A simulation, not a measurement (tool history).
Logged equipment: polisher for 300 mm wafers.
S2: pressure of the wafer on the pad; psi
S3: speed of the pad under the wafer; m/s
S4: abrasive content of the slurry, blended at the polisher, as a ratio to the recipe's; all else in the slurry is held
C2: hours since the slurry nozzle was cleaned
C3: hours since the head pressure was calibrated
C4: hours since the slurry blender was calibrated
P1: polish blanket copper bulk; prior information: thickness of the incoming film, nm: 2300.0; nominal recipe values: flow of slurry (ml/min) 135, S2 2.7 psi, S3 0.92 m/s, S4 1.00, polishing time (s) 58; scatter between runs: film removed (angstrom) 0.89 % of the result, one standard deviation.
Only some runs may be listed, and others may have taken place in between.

{"run": 1, "hour": 14.3, "flow of slurry (ml/min)": 135, "S2": 2.7, "S3": 0.92, "S4": 1.0, "polishing time (s)": 58, "wafers polished on this pad": 630, "C2": 259.3, "C3": 202.9, "C4": 193.5, "film removed (angstrom)": 5020.5}
{"run": 2, "hour": 23.6, "flow of slurry (ml/min)": 135, "S2": 2.7, "S3": 0.92, "S4": 1.0, "polishing time (s)": 32, "wafers polished on this pad": 739, "C2": 268.6, "C3": 212.2, "C4": 202.8, "film removed (angstrom)": 2803.7}
{"run": 3, "hour": 39.4, "flow of slurry (ml/min)": 135, "S2": 3.9, "S3": 0.92, "S4": 1.0, "polishing time (s)": 58, "wafers polished on this pad": 925, "C2": 284.4, "C3": 228.0, "C4": 218.6, "film removed (angstrom)": 7333.0}
{"run": 4, "hour": 55.9, "flow of slurry (ml/min)": 135, "S2": 2.0, "S3": 0.92, "S4": 1.0, "polishing time (s)": 75, "wafers polished on this pad": 1118, "C2": 300.9, "C3": 244.5, "C4": 235.1, "film removed (angstrom)": 4854.8}
{"run": 5, "hour": 70.0, "flow of slurry (ml/min)": 135, "S2": 2.7, "S3": 0.92, "S4": 1.3, "polishing time (s)": 58, "wafers polished on this pad": 1284, "C2": 315.0, "C3": 258.6, "C4": 249.2, "film removed (angstrom)": 5333.9}
{"run": 6, "hour": 84.9, "flow of slurry (ml/min)": 135, "S2": 1.9, "S3": 1.18, "S4": 1.0, "polishing time (s)": 58, "wafers polished on this pad": 1459, "C2": 329.9, "C3": 273.5, "C4": 264.1, "film removed (angstrom)": 4582.6}
{"run": 7, "hour": 98.2, "flow of slurry (ml/min)": 135, "S2": 2.7, "S3": 0.92, "S4": 1.0, "polishing time (s)": 58, "wafers polished on this pad": 1615, "C2": 343.2, "C3": 286.8, "C4": 277.4, "film removed (angstrom)": 5096.9}
{"run": 8, "hour": 109.8, "flow of slurry (ml/min)": 135, "S2": 2.7, "S3": 0.92, "S4": 0.55, "polishing time (s)": 58, "wafers polished on this pad": 1751, "C2": 354.8, "C3": 298.4, "C4": 289.0, "film removed (angstrom)": 4490.0}
{"run": 9, "hour": 123.9, "flow of slurry (ml/min)": 135, "S2": 1.5, "S3": 0.92, "S4": 1.0, "polishing time (s)": 58, "wafers polished on this pad": 1917, "C2": 368.9, "C3": 312.5, "C4": 303.1, "film removed (angstrom)": 2804.4}
{"run": 10, "hour": 134.5, "flow of slurry (ml/min)": 135, "S2": 2.7, "S3": 0.92, "S4": 1.0, "polishing time (s)": 58, "wafers polished on this pad": 2041, "C2": 379.5, "C3": 323.1, "C4": 313.7, "film removed (angstrom)": 5118.9}
{"run": 11, "hour": 148.3, "flow of slurry (ml/min)": 135, "S2": 2.7, "S3": 0.68, "S4": 1.0, "polishing time (s)": 58, "wafers polished on this pad": 2204, "C2": 393.3, "C3": 336.9, "C4": 327.5, "film removed (angstrom)": 3815.6}
{"run": 12, "hour": 160.4, "flow of slurry (ml/min)": 135, "S2": 2.7, "S3": 0.92, "S4": 1.0, "polishing time (s)": 90, "wafers polished on this pad": 2346, "C2": 405.4, "C3": 349.0, "C4": 339.6, "film removed (angstrom)": 7804.9}
{"run": 13, "hour": 174.1, "flow of slurry (ml/min)": 135, "S2": 2.7, "S3": 1.4, "S4": 1.0, "polishing time (s)": 58, "wafers polished on this pad": 2507, "C2": 419.1, "C3": 362.7, "C4": 353.3, "film removed (angstrom)": 7884.6}
{"hour": 175.8, "done": "slurry blender recalibrated"}
{"run": 14, "hour": 188.5, "flow of slurry (ml/min)": 135, "S2": 2.7, "S3": 0.92, "S4": 1.0, "polishing time (s)": 58, "wafers polished on this pad": 2676, "C2": 433.5, "C3": 377.1, "C4": 12.7, "film removed (angstrom)": 5058.4}
{"run": 15, "hour": 204.1, "flow of slurry (ml/min)": 80, "S2": 2.7, "S3": 0.92, "S4": 1.0, "polishing time (s)": 58, "wafers polished on this pad": 2859, "C2": 449.1, "C3": 392.7, "C4": 28.3, "film removed (angstrom)": 4445.6}
{"run": 16, "hour": 212.1, "flow of slurry (ml/min)": 135, "S2": 2.7, "S3": 0.92, "S4": 1.0, "polishing time (s)": 58, "wafers polished on this pad": 2953, "C2": 457.1, "C3": 400.7, "C4": 36.3, "film removed (angstrom)": 5075.9}
{"run": 17, "hour": 229.1, "flow of slurry (ml/min)": 175, "S2": 2.7, "S3": 0.92, "S4": 1.0, "polishing time (s)": 58, "wafers polished on this pad": 3153, "C2": 474.1, "C3": 417.7, "C4": 53.3, "film removed (angstrom)": 5343.5}
{"run": 18, "hour": 245.6, "flow of slurry (ml/min)": 135, "S2": 2.7, "S3": 0.92, "S4": 1.0, "polishing time (s)": 58, "wafers polished on this pad": 3346, "C2": 490.6, "C3": 434.2, "C4": 69.8, "film removed (angstrom)": 5120.3}
{"run": 19, "hour": 258.5, "flow of slurry (ml/min)": 135, "S2": 2.7, "S3": 0.92, "S4": 1.0, "polishing time (s)": 58, "wafers polished on this pad": 3498, "C2": 503.5, "C3": 447.1, "C4": 82.7, "film removed (angstrom)": 5074.6}
{"run": 20, "hour": 276.2, "flow of slurry (ml/min)": 135, "S2": 2.7, "S3": 0.92, "S4": 1.0, "polishing time (s)": 58, "wafers polished on this pad": 3706, "C2": 521.2, "C3": 464.8, "C4": 100.4, "film removed (angstrom)": 4918.3}
{"run": 21, "hour": 286.1, "flow of slurry (ml/min)": 135, "S2": 2.7, "S3": 0.92, "S4": 1.0, "polishing time (s)": 58, "wafers polished on this pad": 3822, "C2": 531.1, "C3": 474.7, "C4": 110.3, "film removed (angstrom)": 4827.2}
{"run": 22, "hour": 296.0, "flow of slurry (ml/min)": 135, "S2": 2.7, "S3": 0.92, "S4": 1.0, "polishing time (s)": 58, "wafers polished on this pad": 3938, "C2": 541.0, "C3": 484.6, "C4": 120.2, "film removed (angstrom)": 4822.8}
{"hour": 299.7, "done": "slurry blender recalibrated"}
{"run": 23, "hour": 308.4, "flow of slurry (ml/min)": 135, "S2": 2.7, "S3": 0.92, "S4": 1.0, "polishing time (s)": 58, "wafers polished on this pad": 4084, "C2": 553.4, "C3": 497.0, "C4": 8.7, "film removed (angstrom)": 4785.2}

Run 24 comes next. What will it give?
{"hour": 313.2, "done": "head pressure recalibrated"}
{"run": 24, "hour": 325.1, "flow of slurry (ml/min)": 135, "S2": 2.7, "S3": 0.92, "S4": 1.0, "polishing time (s)": 58, "wafers polished on this pad": 4280, "C2": 570.1, "C3": 12.0, "C4": 25.4, "film removed (angstrom)": "?"}

film removed (angstrom): 4743.3

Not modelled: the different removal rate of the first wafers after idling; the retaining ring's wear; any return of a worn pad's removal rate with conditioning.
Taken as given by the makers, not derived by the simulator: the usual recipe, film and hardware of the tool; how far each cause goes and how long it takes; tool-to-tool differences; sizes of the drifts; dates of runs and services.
